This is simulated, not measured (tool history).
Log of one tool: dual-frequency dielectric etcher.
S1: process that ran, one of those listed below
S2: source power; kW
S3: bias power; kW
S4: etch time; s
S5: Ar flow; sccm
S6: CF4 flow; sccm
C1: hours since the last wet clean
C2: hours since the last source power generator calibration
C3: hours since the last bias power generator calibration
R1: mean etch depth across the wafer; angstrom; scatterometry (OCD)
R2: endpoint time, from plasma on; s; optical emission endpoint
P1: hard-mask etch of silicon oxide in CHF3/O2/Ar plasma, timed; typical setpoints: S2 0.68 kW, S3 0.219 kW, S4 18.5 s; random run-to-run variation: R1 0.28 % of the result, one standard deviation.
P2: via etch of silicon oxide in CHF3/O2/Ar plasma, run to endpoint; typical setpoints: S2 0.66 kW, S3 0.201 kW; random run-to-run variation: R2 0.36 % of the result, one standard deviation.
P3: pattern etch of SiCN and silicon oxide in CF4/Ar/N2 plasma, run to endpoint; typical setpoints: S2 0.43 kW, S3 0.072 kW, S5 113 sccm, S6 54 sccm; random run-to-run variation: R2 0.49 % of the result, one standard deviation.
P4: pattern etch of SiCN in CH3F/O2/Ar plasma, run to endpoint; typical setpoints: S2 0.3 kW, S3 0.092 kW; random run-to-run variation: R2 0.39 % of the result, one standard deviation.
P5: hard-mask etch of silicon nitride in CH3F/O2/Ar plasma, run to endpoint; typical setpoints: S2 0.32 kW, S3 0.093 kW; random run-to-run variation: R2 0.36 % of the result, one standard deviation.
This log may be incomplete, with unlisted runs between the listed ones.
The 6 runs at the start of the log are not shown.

run	hour	S1	S2	S3	S4	S5	S6	C1	C2	C3	R1	R2
7	61.4	P1	0.68	0.219	18.5			260.5	756.1	486.8	424.75	
8	70.1	P1	0.68	0.219	25			269.2	764.8	495.5	572.98	
9	80.6	P1	0.68	0.219	18.5			279.7	775.3	506	423.74	
# hour 87: source power generator calibrated
10	88.6	P5	0.32	0.093				287.7	1.6	514		69.398
11	97.3	P1	0.68	0.219	14.5			296.4	10.3	522.7	331.23	
12	108.4	P1	0.68	0.259	13.5			307.5	21.4	533.8	330.63	
13	116.5	P2	0.86	0.201				315.6	29.5	541.9		183.07
14	127	P3	0.43	0.072		113	35	326.1	40	552.4		22.012
15	135.1	P4	0.3	0.126				334.2	48.1	560.5		21.973
16	140.7	P2	0.66	0.279				339.8	53.7	566.1		179.66
17	145.7	P3	0.43	0.072		113	54	344.8	58.7	571.1		20.367
18	153.5	P1	0.55	0.219	18.5			352.6	66.5	578.9	392.49	
19	163.5	P5	0.32	0.093				362.6	76.5	588.9		68.943
20	173	P3	0.43	0.043		113	54	372.1	86	598.4		24.386
21	183.3	P4	0.3	0.092				382.4	96.3	608.7		24.941
22	192.2	P1	0.68	0.219	18.5			391.3	105.2	617.6	423.39	
23	199.2	P1	0.9	0.219	18.5			398.3	112.2	624.6	471.36	
24	210.1	P1	0.68	0.219	18.5			409.2	123.1	635.5	422.81	
25	220.8	P1	0.68	0.157	18.5			419.9	133.8	646.2	379.39	
26	232.3	P1	0.51	0.219	14.5			431.4	145.3	657.7	298.5	
27	242.7	P3	0.31	0.072		113	54	441.8	155.7	668.1		27.173

Estimate the outcome of run 28 from the log above:
28	248.5	P4	0.22	0.092				447.6	161.5	673.9		?

R2: 27.857 s
